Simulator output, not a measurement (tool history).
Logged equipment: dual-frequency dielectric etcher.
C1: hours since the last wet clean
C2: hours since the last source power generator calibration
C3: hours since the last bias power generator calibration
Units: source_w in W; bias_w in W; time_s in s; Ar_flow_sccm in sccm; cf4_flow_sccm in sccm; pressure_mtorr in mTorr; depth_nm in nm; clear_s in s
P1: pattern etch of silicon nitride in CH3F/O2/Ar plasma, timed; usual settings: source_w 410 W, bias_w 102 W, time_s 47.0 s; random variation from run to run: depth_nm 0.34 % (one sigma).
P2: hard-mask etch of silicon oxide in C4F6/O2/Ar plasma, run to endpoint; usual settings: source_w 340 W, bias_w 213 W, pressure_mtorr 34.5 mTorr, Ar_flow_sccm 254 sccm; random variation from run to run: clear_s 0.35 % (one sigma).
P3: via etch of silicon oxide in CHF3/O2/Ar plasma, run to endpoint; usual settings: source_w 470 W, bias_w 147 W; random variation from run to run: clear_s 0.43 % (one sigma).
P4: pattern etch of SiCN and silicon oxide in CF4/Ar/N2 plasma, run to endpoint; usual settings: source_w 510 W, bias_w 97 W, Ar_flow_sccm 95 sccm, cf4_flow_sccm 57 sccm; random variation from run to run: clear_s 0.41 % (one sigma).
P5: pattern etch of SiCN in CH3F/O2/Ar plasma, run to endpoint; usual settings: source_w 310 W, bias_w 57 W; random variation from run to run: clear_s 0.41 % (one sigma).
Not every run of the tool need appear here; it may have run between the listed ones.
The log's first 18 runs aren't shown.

{"run": 19, "day": 4.667, "process": "P4", "source_w": 690, "bias_w": 97, "Ar_flow_sccm": 95, "cf4_flow_sccm": 57, "C1": 206.1, "C2": 668.9, "C3": 698.8, "clear_s": 9.4495}
{"run": 20, "day": 4.983, "process": "P2", "source_w": 340, "bias_w": 213, "Ar_flow_sccm": 254, "pressure_mtorr": 41.5, "C1": 213.7, "C2": 676.5, "C3": 706.4, "clear_s": 79.044}
{"run": 21, "day": 5.283, "process": "P1", "source_w": 410, "bias_w": 102, "time_s": 47.0, "C1": 220.9, "C2": 683.7, "C3": 713.6, "depth_nm": 37.269}
{"run": 22, "day": 5.442, "process": "P3", "source_w": 600, "bias_w": 147, "C1": 224.7, "C2": 687.5, "C3": 717.4, "clear_s": 237.41}
{"run": 23, "day": 5.738, "process": "P1", "source_w": 410, "bias_w": 102, "time_s": 47.0, "C1": 231.8, "C2": 694.6, "C3": 724.5, "depth_nm": 37.258}
{"run": 24, "day": 5.933, "process": "P5", "source_w": 310, "bias_w": 36, "C1": 236.5, "C2": 699.3, "C3": 729.2, "clear_s": 39.701}
{"run": 25, "day": 6.188, "process": "P5", "source_w": 370, "bias_w": 57, "C1": 242.6, "C2": 705.4, "C3": 735.3, "clear_s": 32.172}
{"run": 26, "day": 6.512, "process": "P1", "source_w": 410, "bias_w": 143, "time_s": 29.5, "C1": 250.4, "C2": 713.2, "C3": 743.1, "depth_nm": 26.682}
{"run": 27, "day": 6.854, "process": "P1", "source_w": 410, "bias_w": 102, "time_s": 47.0, "C1": 258.6, "C2": 721.4, "C3": 751.3, "depth_nm": 37.605}
{"run": 28, "day": 7.029, "process": "P4", "source_w": 510, "bias_w": 71, "Ar_flow_sccm": 95, "cf4_flow_sccm": 57, "C1": 262.8, "C2": 725.6, "C3": 755.5, "clear_s": 13.793}
{"run": 29, "day": 7.354, "process": "P2", "source_w": 340, "bias_w": 213, "Ar_flow_sccm": 254, "pressure_mtorr": 34.5, "C1": 270.6, "C2": 733.4, "C3": 763.3, "clear_s": 77.89}

The next listed run, before its measurement:
{"run": 30, "day": 7.608, "process": "P1", "source_w": 570, "bias_w": 102, "time_s": 47.0, "C1": 276.7, "C2": 739.5, "C3": 769.4, "depth_nm": "?"}

{"run 30": {"depth_nm": 42.349}}
